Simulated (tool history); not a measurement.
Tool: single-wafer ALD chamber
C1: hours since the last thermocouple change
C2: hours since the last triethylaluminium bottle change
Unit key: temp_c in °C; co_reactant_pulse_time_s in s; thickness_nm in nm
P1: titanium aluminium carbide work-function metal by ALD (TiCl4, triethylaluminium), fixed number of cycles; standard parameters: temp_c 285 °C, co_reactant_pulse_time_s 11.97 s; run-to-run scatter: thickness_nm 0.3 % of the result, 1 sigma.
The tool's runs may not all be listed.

run 1 hour=12.7 | temp_c=285 co_reactant_pulse_time_s=11.97 | C1=1574.7 C2=316.7 | thickness_nm=1.9413
-- hour=16.2 triethylaluminium bottle replaced
run 2 hour=24.2 | temp_c=285 co_reactant_pulse_time_s=5.28 | C1=1586.2 C2=8.0 | thickness_nm=1.6555
run 3 hour=41.1 | temp_c=285 co_reactant_pulse_time_s=16.77 | C1=1603.1 C2=24.9 | thickness_nm=1.9715
run 4 hour=58.6 | temp_c=285 co_reactant_pulse_time_s=11.97 | C1=1620.6 C2=42.4 | thickness_nm=1.9425
run 5 hour=66.4 | temp_c=285 co_reactant_pulse_time_s=11.97 | C1=1628.4 C2=50.2 | thickness_nm=1.9463
run 6 hour=76.9 | temp_c=285 co_reactant_pulse_time_s=11.97 | C1=1638.9 C2=60.7 | thickness_nm=1.9456
run 7 hour=87.9 | temp_c=296 co_reactant_pulse_time_s=16.86 | C1=1649.9 C2=71.7 | thickness_nm=2.0602
run 8 hour=100.8 | temp_c=264 co_reactant_pulse_time_s=11.97 | C1=1662.8 C2=84.6 | thickness_nm=1.7607
run 9 hour=113.9 | temp_c=307 co_reactant_pulse_time_s=11.97 | C1=1675.9 C2=97.7 | thickness_nm=2.1296
run 10 hour=123.5 | temp_c=263 co_reactant_pulse_time_s=19.28 | C1=1685.5 C2=107.3 | thickness_nm=1.7747
run 11 hour=136.1 | temp_c=285 co_reactant_pulse_time_s=11.97 | C1=1698.1 C2=119.9 | thickness_nm=1.9436
run 12 hour=143.9 | temp_c=306 co_reactant_pulse_time_s=4.71 | C1=1705.9 C2=127.7 | thickness_nm=1.7366
run 13 hour=161.5 | temp_c=285 co_reactant_pulse_time_s=11.97 | C1=1723.5 C2=145.3 | thickness_nm=1.9422
run 14 hour=178.3 | temp_c=285 co_reactant_pulse_time_s=11.97 | C1=1740.3 C2=162.1 | thickness_nm=1.9286
run 15 hour=191.4 | temp_c=285 co_reactant_pulse_time_s=11.97 | C1=1753.4 C2=175.2 | thickness_nm=1.9323
run 16 hour=208.8 | temp_c=285 co_reactant_pulse_time_s=11.97 | C1=1770.8 C2=192.6 | thickness_nm=1.9143
run 17 hour=219.4 | temp_c=285 co_reactant_pulse_time_s=11.97 | C1=1781.4 C2=203.2 | thickness_nm=1.9119
run 18 hour=236.9 | temp_c=285 co_reactant_pulse_time_s=11.97 | C1=1798.9 C2=220.7 | thickness_nm=1.9050
run 19 hour=252.4 | temp_c=285 co_reactant_pulse_time_s=11.97 | C1=1814.4 C2=236.2 | thickness_nm=1.9134
run 20 hour=266.2 | temp_c=285 co_reactant_pulse_time_s=11.97 | C1=1828.2 C2=250.0 | thickness_nm=1.9001
run 21 hour=274.3 | temp_c=285 co_reactant_pulse_time_s=11.97 | C1=1836.3 C2=258.1 | thickness_nm=1.9129

What P1 gives has crept away from where it was. These 2 causes fit the log equally well, each at the size given:
A: wafer temperature below the value expected at the setpoint (K) = 3.48
B: triethylaluminium dose below that of a fresh bottle (%) = 16.4
Onset of the creep was near hour 161.5.

Consider the 4 single-wafer check runs listed below, results given as question marks: which one distinguishes between the causes by giving clearly different results for each?
run check 1 hour=282.4 | temp_c=276 co_reactant_pulse_time_s=11.97 | thickness_nm=?
run check 2 hour=282.4 | temp_c=295 co_reactant_pulse_time_s=11.97 | thickness_nm=?
run check 3 hour=282.4 | temp_c=298 co_reactant_pulse_time_s=6.58 | thickness_nm=?
run check 4 hour=282.4 | temp_c=277 co_reactant_pulse_time_s=11.97 | thickness_nm=?

Expected result of each check under each candidate cause:
check=check_1 result=thickness_nm if_A=1.8306 if_B=1.8317
check=check_2 result=thickness_nm if_A=1.9990 if_B=1.9980
check=check_3 result=thickness_nm if_A=1.8461 if_B=1.7772
check=check_4 result=thickness_nm if_A=1.8394 if_B=1.8404
Per check, the gap between the least separated pair of causes, taken in the result that splits them most: check 1 0.06 %; check 2 0.05 %; check 3 3.81 %; check 4 0.05 %
Check 3 tells the causes apart: in the others they would give nearly the same result.

Check 3 was then run and gave: thickness_nm 1.7730 nm. Which cause is it?

It was cause B: triethylaluminium dose below that of a fresh bottle (%).
